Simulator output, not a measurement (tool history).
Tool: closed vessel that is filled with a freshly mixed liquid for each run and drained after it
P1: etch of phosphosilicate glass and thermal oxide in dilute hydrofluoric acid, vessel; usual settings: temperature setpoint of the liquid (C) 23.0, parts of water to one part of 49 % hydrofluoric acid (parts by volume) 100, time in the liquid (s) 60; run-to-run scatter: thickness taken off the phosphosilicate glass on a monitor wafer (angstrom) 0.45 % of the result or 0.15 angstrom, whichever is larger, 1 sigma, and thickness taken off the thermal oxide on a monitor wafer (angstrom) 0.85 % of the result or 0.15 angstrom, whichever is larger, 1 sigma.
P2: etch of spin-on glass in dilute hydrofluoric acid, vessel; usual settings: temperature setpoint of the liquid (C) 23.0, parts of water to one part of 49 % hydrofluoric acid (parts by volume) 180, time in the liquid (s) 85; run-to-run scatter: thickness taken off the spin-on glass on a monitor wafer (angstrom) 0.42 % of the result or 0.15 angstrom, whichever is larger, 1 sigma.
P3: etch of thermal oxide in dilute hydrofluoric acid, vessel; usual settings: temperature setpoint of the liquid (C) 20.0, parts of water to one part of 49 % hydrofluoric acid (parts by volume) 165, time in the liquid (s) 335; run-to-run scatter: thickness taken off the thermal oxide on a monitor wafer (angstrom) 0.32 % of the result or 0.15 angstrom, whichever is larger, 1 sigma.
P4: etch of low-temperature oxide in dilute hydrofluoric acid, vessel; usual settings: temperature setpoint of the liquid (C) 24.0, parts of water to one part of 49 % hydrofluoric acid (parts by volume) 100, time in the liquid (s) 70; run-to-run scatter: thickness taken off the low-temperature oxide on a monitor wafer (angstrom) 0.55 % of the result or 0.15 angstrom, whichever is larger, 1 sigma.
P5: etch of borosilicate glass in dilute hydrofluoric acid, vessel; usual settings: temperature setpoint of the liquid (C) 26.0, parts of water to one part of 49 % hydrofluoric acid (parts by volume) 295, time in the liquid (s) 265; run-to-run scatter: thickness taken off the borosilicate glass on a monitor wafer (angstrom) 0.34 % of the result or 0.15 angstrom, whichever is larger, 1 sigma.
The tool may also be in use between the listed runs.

run    day  process that ran  temperature setpoint of the liquid (C)  parts of water to one part of 49 % hydrofluoric acid (parts by volume)  time in the liquid (s)  hours since the thermometer was replaced  hours since the hydrofluoric acid flow meter was replaced  thickness taken off the phosphosilicate glass on a monitor wafer (angstrom)  thickness taken off the thermal oxide on a monitor wafer (angstrom)  thickness taken off the borosilicate glass on a monitor wafer (angstrom)  thickness taken off the spin-on glass on a monitor wafer (angstrom)  thickness taken off the low-temperature oxide on a monitor wafer (angstrom)
  1  0.288                P1                                    23.0                                                                     100                      60                                     366.6                                                      428.4                                                                       587.09                                                               26.311
  2  0.508                P1                                    29.5                                                                     100                      60                                     371.9                                                      433.7                                                                       752.55                                                               34.786
  3  0.796                P5                                    26.0                                                                     540                     265                                     378.8                                                      440.6                                                                                                                                                                                                                      150.61
  4  1.004                P1                                    23.0                                                                     100                      60                                     383.8                                                      445.6                                                                       585.20                                                               26.743
  5  1.279                P1                                    23.0                                                                     100                     100                                     390.4                                                      452.2                                                                       988.86                                                               44.775
  6  1.579                P2                                    23.0                                                                     180                      85                                     397.6                                                      459.4                                                                                                                                                                                                                                                                                           228.39
  7  1.779                P5                                    26.0                                                                     295                      90                                     402.4                                                      464.2                                                                                                                                                                                                                      117.58
     1.900  -- thermometer replaced
  8  1.921                P3                                    20.0                                                                     165                     335                                       0.5                                                      467.6                                                                                                                                            77.576
  9  2.121                P4                                    17.0                                                                     100                      70                                       5.3                                                      472.4                                                                                                                                                                                                                                                                                                                                                                        68.615
     2.225  -- hydrofluoric acid flow meter replaced
 10  2.321                P1                                    26.5                                                                     100                     105                                      10.1                                                        2.4                                                                      1183.40                                                               54.076
 11  2.467                P1                                    18.0                                                                     100                      60                                      13.6                                                        5.9                                                                       483.76                                                               21.991
 12  2.779                P2                                    23.0                                                                     180                      85                                      21.1                                                       13.4                                                                                                                                                                                                                                                                                           228.07
 13  3.021                P3                                    17.0                                                                     165                     335                                      26.9                                                       19.2                                                                                                                                            69.026
 14  3.200                P1                                    23.0                                                                     100                      60                                      31.2                                                       23.5                                                                       588.95                                                               27.111
 15  3.383                P5                                    30.5                                                                     295                     265                                      35.6                                                       27.9                                                                                                                                                                                                                      399.32
 16  3.692                P1                                    23.0                                                                     140                      60                                      43.0                                                       35.3                                                                       401.83                                                               18.422
 17  3.950                P1                                    23.0                                                                     100                      60                                      49.2                                                       41.5                                                                       587.24                                                               26.961
 18  4.092                P1                                    23.0                                                                     100                      30                                      52.6                                                       44.9                                                                       294.27                                                               13.537
 19  4.296                P4                                    24.0                                                                     100                     110                                      57.5                                                       49.8                                                                                                                                                                                                                                                                                                                                                                       146.070
 20  4.575                P2                                    28.5                                                                     180                      85                                      64.2                                                       56.5                                                                                                                                                                                                                                                                                           280.50
 21  4.817                P2                                    23.0                                                                      40                      85                                      70.0                                                       62.3                                                                                                                                                                                                                                                                                          1212.40
 22  4.992                P4                                    24.0                                                                     180                      70                                      74.2                                                       66.5                                                                                                                                                                                                                                                                                                                                                                        47.182
 23  5.275                P3                                    20.0                                                                     165                     640                                      81.0                                                       73.3                                                                                                                                           148.170
 24  5.546                P1                                    23.0                                                                     100                      60                                      87.5                                                       79.8                                                                       589.12                                                               26.493
 25  5.829                P2                                    23.0                                                                     180                     140                                      94.3                                                       86.6                                                                                                                                                                                                                                                                                           372.28
 26  6.112                P5                                    26.0                                                                     295                     265                                     101.1                                                       93.4                                                                                                                                                                                                                      343.72
 27  6.429                P4                                    24.0                                                                     100                      70                                     108.7                                                      101.0                                                                                                                                                                                                                                                                                                                                                                        92.922
 28  6.638                P3                                    20.0                                                                      35                     335                                     113.7                                                      106.0                                                                                                                                           426.240
 29  6.938                P1                                    23.0                                                                      60                      60                                     120.9                                                      113.2                                                                      1023.30                                                               48.082
 30  7.092                P4                                    24.0                                                                     100                      70                                     124.6                                                      116.9                                                                                                                                                                                                                                                                                                                                                                        94.026
 31  7.333                P1                                    23.0                                                                     100                      60                                     130.4                                                      122.7                                                                       588.71                                                               26.859
 32  7.475                P1                                    23.0                                                                     100                      60                                     133.8                                                      126.1                                                                       576.39                                                               25.989
 33  7.633                P1                                    23.0                                                                     100                      60                                     137.6                                                      129.9                                                                       561.51                                                               25.885
 34  7.783                P1                                    23.0                                                                     100                      60                                     141.2                                                      133.5                                                                       546.56                                                               25.260
 35  7.954                P1                                    23.0                                                                     100                      60                                     145.3                                                      137.6                                                                       551.62                                                               25.062
 36  8.183                P1                                    23.0                                                                     100                      60                                     150.8                                                      143.1                                                                       538.92                                                               24.672
 37  8.388                P1                                    23.0                                                                     100                      60                                     155.7                                                      148.0                                                                       537.82                                                               24.270
 38  8.625                P1                                    23.0                                                                     100                      60                                     161.4                                                      153.7                                                                       537.81                                                               24.780
 39  8.817                P1                                    23.0                                                                     100                      60                                     166.0                                                      158.3                                                                       534.19                                                               24.401
 40  9.125                P1                                    23.0                                                                     100                      60                                     173.4                                                      165.7                                                                       535.01                                                               24.717

What P1 gives has crept away from where it was. These 2 causes fit the log equally well, each at the size given:
A: liquid colder than its thermometer reads (K) = 2.39
B: hydrofluoric acid flow below the setpoint (%) = 8.23
The creep began at about day 7.333.

4 check runs are offered, one wafer each, their results left as question marks. Which one tells the causes apart?
check 1  9.433                P5                                    30.0                                                                     295                     130                                                                                                                                                                                                                                                                                                                                ?
check 2  9.433                P4                                    17.0                                                                     175                      70                                                                                                                                                                                                                                                                                                                                                                                                                                                                                  ?
check 3  9.433                P3                                    20.0                                                                      95                     565                                                                                                                                                                                                                                                      ?
check 4  9.433                P2                                    23.0                                                                      75                     135                                                                                                                                                                                                                                                                                                                                                                                                     ?

What each check would give under each cause:
  check                                                                       result     if A     if B
check 1     thickness taken off the borosilicate glass on a monitor wafer (angstrom)   178.91   172.52
check 2  thickness taken off the low-temperature oxide on a monitor wafer (angstrom)   33.490   33.400
check 3          thickness taken off the thermal oxide on a monitor wafer (angstrom)  222.760  223.680
check 4          thickness taken off the spin-on glass on a monitor wafer (angstrom)   886.78   890.33
How far apart the two closest causes lie, in the result that separates them most: check 1 3.63 %; check 2 0.27 %; check 3 0.41 %; check 4 0.4 %
Only check 1 tells the causes apart: in the others they would give nearly the same result.

Check 1 was then run and gave: thickness taken off the borosilicate glass on a monitor wafer (angstrom) 178.80. Which cause is it?

It is A: liquid colder than its thermometer reads (K).

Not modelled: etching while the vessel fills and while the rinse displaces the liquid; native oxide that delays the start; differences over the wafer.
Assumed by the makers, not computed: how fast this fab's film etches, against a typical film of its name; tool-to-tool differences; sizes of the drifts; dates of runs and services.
